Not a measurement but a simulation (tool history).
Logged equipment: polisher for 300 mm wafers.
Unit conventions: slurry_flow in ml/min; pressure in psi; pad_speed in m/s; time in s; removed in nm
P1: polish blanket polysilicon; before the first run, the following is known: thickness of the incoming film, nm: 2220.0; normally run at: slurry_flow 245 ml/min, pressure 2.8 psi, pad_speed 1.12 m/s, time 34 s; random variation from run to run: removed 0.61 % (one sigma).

run    day  slurry_flow  pressure  pad_speed  time  wafers polished on this pad  hours since the slurry nozzle was cleaned  hours since the head pressure was calibrated  removed
  1  0.400          245       2.8       1.12    34                          329                                      127.6                                         671.3  297.190
  2  0.708          145       2.8       1.12    24                          402                                      135.0                                         678.7  195.790
  3  1.033          245       2.8       1.12    34                          479                                      142.8                                         686.5  298.330
     1.375  -- head pressure recalibrated
  4  1.429          245       2.8       1.12    34                          573                                      152.3                                           1.4  295.930
  5  1.775          245       2.8       1.12    34                          656                                      160.6                                           9.7  300.870
  6  2.179          245       2.8       1.12    53                          752                                      170.3                                          19.4  472.010
  7  2.667          245       4.2       1.12    34                          867                                      182.0                                          31.1  449.680
  8  3.179          245       2.8       0.64    34                          989                                      194.3                                          43.4  171.350
  9  3.454          245       2.8       1.12    34                         1054                                      200.9                                          50.0  296.350
 10  3.950          145       2.8       1.12    34                         1172                                      212.8                                          61.9  281.290
 11  4.375          380       2.8       1.12    34                         1273                                      223.0                                          72.1  306.690
 12  4.767          245       2.8       1.12    34                         1366                                      232.4                                          81.5  295.240
 13  5.121          245       1.3       1.12    34                         1450                                      240.9                                          90.0  138.550
 14  5.550          245       2.8       1.12    17                         1552                                      251.2                                         100.3  148.010
 15  5.871          245       2.8       1.12    34                         1629                                      258.9                                         108.0  297.670
 16  6.221          245       2.8       1.62    34                         1712                                      267.3                                         116.4  428.830
 17  6.483          245       1.3       1.12    23                         1774                                      273.6                                         122.7   94.166
 18  6.779          245       2.8       1.12    34                         1844                                      280.7                                         129.8  300.200
 19  7.158          245       2.8       1.12    34                         1934                                      289.8                                         138.9  293.390
 20  7.383          245       2.8       1.12    34                         1988                                      295.2                                         144.3  288.100
 21  7.775          245       2.8       1.12    34                         2081                                      304.6                                         153.7  286.120
     8.196  -- head pressure recalibrated
 22  8.275          245       2.8       1.12    34                         2200                                      316.6                                           1.9  285.610
 23  8.617          245       2.8       1.12    34                         2281                                      324.8                                          10.1  286.300
 24  8.925          245       2.8       1.12    34                         2354                                      332.2                                          17.5  283.390
 25  9.192          245       2.8       1.12    34                         2417                                      338.6                                          23.9  279.240
 26  9.471          245       2.8       1.12    34                         2484                                      345.3                                          30.6  277.630
 27  9.946          245       2.8       1.12    34                         2597                                      356.7                                          42.0  283.420

The output of P1 has drifted from where it used to be. Each of the 2 causes below, taken at the size shown beside it, accounts for the log equally well:
A: slurry flow missing at the pad, % = 35.6
B: removal rate lost through wear of the pad, % = 5.79
The creep began at about day 6.779.
The rest of the possible causes, and what rules out each one:
head's pressure below its setpoint, %: serviced at day 8.196, after the change had begun; the process did not return to its earlier output

The 4 check runs listed below each average the results of 5 wafers, and their outcomes are marked with question marks. Under which run would the listed causes produce clearly different results?
check 1  10.421          245       1.4       1.12    53                                                                                                                              ?
check 2  10.421          380       2.8       1.12    34                                                                                                                              ?
check 3  10.421          245       2.8       1.52    34                                                                                                                              ?
check 4  10.421          245       4.0       1.12    21                                                                                                                              ?

Outcome of each check run for each possible cause:
  check   result     if A     if B
check 1  removed  219.470  219.470
check 2  removed  298.850  292.840
check 3  removed  382.140  382.150
check 4  removed  248.450  248.460
How far apart the two closest causes lie, in the result that separates them most: check 1 0 %; check 2 2.03 %; check 3 0 %; check 4 0 %
The causes can be told apart only by check 2. The other checks would give nearly the same results under each of them.

Running check 2 produced the following: removed 293.140 nm. Which one of the listed causes fits?

Of the candidate causes, it is B: removal rate lost through wear of the pad, %.

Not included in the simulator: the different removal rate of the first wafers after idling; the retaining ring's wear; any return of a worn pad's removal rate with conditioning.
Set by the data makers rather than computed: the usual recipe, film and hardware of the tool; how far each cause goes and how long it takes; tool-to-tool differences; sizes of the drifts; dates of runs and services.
